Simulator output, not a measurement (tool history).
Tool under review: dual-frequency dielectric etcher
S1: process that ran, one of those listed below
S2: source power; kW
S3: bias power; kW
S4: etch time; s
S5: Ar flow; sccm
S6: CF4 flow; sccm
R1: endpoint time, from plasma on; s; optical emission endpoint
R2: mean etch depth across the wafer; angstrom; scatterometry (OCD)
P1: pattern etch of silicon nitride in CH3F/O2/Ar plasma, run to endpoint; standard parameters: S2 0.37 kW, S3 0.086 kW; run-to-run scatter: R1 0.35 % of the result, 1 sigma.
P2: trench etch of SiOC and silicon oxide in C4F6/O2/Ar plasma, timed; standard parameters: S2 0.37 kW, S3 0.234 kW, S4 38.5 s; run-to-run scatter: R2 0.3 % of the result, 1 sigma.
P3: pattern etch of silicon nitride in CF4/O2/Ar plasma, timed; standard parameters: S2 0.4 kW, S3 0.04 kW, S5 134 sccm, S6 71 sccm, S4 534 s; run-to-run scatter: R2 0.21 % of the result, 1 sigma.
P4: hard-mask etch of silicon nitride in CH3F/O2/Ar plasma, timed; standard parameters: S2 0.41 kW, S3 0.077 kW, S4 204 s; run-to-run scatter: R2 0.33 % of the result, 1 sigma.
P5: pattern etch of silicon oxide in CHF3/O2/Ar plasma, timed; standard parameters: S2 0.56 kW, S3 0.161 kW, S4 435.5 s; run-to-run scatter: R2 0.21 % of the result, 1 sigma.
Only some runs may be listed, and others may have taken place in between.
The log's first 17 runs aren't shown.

run     day  S1    S2     S3     S4   S5  S6      R1      R2
 18   9.558  P5  0.56  0.161  542.5                   9858.7
 19  10.104  P1  0.37  0.086                  25.763
 20  10.408  P3   0.4  0.028    534  134  71          6295.2
 21  11.067  P1  0.37  0.086                  25.896
 22  11.592  P3  0.26   0.04    534  134  71          4981.6
 23   12.25  P3   0.4   0.04    534  134  71          7185.8
 24  12.675  P2  0.37  0.234   38.5                   789.45
 25  13.242  P1  0.46  0.108                  22.042

Run 26 has not been measured yet. What should we expect?
 26  13.558  P3  0.4  0.04  534  184  71       ?

Run 26 measured R2 6844.7 angstrom.
